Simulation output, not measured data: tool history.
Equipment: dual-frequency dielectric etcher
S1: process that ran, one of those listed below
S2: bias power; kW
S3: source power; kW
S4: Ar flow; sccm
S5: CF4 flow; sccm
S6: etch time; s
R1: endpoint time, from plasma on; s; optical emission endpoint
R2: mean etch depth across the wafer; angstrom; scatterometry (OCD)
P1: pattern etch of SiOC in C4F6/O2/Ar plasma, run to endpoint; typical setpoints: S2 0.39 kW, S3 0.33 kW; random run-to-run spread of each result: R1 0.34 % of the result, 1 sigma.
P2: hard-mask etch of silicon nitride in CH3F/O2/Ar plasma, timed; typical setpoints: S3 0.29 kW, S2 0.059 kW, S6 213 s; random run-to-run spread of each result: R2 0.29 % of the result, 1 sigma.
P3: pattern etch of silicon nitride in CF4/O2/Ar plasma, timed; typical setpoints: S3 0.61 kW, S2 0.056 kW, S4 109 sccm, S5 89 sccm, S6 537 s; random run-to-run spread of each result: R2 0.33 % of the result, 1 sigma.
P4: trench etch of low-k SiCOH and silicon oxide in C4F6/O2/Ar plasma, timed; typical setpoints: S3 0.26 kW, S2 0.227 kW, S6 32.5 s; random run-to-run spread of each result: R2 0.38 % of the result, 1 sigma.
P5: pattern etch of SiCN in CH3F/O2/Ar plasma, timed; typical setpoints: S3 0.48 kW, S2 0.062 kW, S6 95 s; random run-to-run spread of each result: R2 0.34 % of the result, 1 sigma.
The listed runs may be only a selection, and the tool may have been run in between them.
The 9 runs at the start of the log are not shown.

run   hour  S1     S2    S3   S4   S5     S6      R1      R2
 10   57.9  P2  0.059  0.22              213          1107.9
 11   63.8  P3  0.056  0.61  109   89    537           12330
      65.8  -- wet clean of the chamber
 12   71.1  P5  0.062  0.48            121.5          487.26
 13   74.9  P3  0.056   0.4  109   89    537          8547.3
 14   79.9  P3  0.056  0.61  109  114    537           12730
 15   87.8  P1   0.39  0.33                    14.45
 16   91.5  P2  0.059  0.29              213          1236.5
 17   97.1  P3  0.071  0.61  109   89    537           13538
 18  103.1  P3  0.056  0.61  109   89    537           12297
 19  108.4  P5  0.075  0.48               95          405.31
 20  113.9  P4  0.227  0.26             32.5          975.01
 21  119.9  P1   0.39  0.33                   14.411
     122.4  -- bias power generator calibrated
 22  127.4  P4  0.227  0.31             32.5          1036.7
     131.6  -- source power generator calibrated
 23  133.8  P5  0.062  0.48               95          377.42
 24  137.9  P2  0.036  0.29              213          1059.3
 25    143  P2  0.059  0.29            271.5          1577.9
 26    149  P1   0.39  0.39                   13.579
 27  154.7  P1   0.39  0.25                   15.988
 28  162.8  P1   0.39  0.33                   14.572
 29  168.6  P4  0.227  0.26               19          567.77
 30  174.8  P3  0.056  0.61  150   89    537           11785
 31  181.9  P5  0.062  0.48               95          380.89
 32  187.3  P1  0.476  0.33                   13.336
 33  195.2  P1  0.268  0.33                   16.542
 34  199.1  P2  0.059  0.29              213          1241.4

What does the tool deliver on the next run?
 35  206.7  P1  0.39  0.33               ?

For run 35 the tool returned R1 14.441 s.
